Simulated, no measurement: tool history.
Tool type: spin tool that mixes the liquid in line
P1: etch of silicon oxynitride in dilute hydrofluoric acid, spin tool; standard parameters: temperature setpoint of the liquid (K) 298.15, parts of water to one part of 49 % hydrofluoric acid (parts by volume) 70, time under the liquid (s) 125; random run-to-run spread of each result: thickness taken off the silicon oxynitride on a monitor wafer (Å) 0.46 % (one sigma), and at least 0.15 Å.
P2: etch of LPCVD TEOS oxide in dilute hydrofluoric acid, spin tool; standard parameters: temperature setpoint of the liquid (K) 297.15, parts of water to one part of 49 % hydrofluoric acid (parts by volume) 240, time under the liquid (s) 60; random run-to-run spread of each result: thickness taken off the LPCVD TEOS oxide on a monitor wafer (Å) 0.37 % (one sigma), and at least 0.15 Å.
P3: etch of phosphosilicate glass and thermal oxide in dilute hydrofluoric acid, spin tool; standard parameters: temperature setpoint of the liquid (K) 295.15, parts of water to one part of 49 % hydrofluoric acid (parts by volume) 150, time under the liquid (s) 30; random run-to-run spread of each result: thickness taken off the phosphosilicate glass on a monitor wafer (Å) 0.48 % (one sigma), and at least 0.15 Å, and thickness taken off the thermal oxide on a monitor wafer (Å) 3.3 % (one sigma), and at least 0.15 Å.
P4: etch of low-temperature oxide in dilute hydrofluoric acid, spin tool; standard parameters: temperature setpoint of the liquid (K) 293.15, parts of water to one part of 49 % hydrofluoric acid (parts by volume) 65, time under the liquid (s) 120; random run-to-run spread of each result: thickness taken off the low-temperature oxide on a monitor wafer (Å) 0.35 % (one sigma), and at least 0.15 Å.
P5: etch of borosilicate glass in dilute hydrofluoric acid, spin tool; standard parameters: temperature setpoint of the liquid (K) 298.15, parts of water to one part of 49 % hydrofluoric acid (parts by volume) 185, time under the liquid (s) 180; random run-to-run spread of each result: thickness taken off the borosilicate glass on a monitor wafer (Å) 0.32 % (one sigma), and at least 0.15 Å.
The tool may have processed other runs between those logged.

run,hour,process that ran,temperature setpoint of the liquid (K),parts of water to one part of 49 % hydrofluoric acid (parts by volume),time under the liquid (s),thickness taken off the silicon oxynitride on a monitor wafer (Å),thickness taken off the borosilicate glass on a monitor wafer (Å),thickness taken off the low-temperature oxide on a monitor wafer (Å),thickness taken off the phosphosilicate glass on a monitor wafer (Å),thickness taken off the thermal oxide on a monitor wafer (Å),thickness taken off the LPCVD TEOS oxide on a monitor wafer (Å)
1,6.2,P1,298.15,70,125,65.0720,,,,,
2,11.7,P1,298.15,70,125,65.4420,,,,,
3,17.8,P5,306.65,185,180,,231.540,,,,
4,22.2,P1,298.15,70,125,64.8700,,,,,
5,26.8,P5,298.15,185,270,,256.680,,,,
6,32.6,P4,293.15,65,120,,,322.560,,,
7,37.3,P1,293.15,70,20,8.2824,,,,,
8,40.9,P1,298.15,100,125,44.5230,,,,,
9,45.4,P3,295.15,50,30,,,,630.30,28.5800,
10,48.3,P3,295.15,150,60,,,,376.25,17.7970,
11,54.3,P4,290.15,65,120,,,283.900,,,
12,59.0,P4,293.15,65,120,,,323.900,,,
13,62.9,P1,305.15,70,125,89.2390,,,,,
14,67.9,P4,293.15,115,120,,,173.050,,,
15,70.9,P1,298.15,70,50,26.1610,,,,,
16,76.8,P2,297.15,240,15,,,,,,27.514
17,80.2,P1,298.15,70,195,100.4900,,,,,
18,84.7,P2,297.15,240,60,,,,,,108.820
19,87.5,P2,290.15,240,60,,,,,,84.222
20,90.4,P1,293.15,70,125,50.6450,,,,,
21,96.3,P5,298.15,285,180,,99.737,,,,
22,100.1,P4,293.15,65,15,,,40.351,,,
23,106.1,P1,298.15,25,195,295.2600,,,,,
24,110.2,P5,298.15,185,180,,169.300,,,,
25,113.7,P1,298.15,20,125,235.5400,,,,,
26,119.0,P1,298.15,70,125,64.9060,,,,,
27,123.2,P3,291.15,150,30,,,,160.78,7.1701,
28,127.0,P3,295.15,150,30,,,,187.10,8.5404,
29,132.7,P1,298.15,70,125,65.0350,,,,,
30,136.1,P1,298.15,70,125,64.8750,,,,,
31,138.8,P2,297.15,45,60,,,,,,729.940
32,142.2,P1,298.15,70,125,64.2610,,,,,
33,145.6,P1,298.15,70,125,66.8040,,,,,
34,150.4,P1,298.15,70,125,68.1180,,,,,

For run 35, what comes out?
35,155.2,P1,298.15,70,125,?,,,,,

{"run 35": {"thickness taken off the silicon oxynitride on a monitor wafer (Å)": 68.945}}

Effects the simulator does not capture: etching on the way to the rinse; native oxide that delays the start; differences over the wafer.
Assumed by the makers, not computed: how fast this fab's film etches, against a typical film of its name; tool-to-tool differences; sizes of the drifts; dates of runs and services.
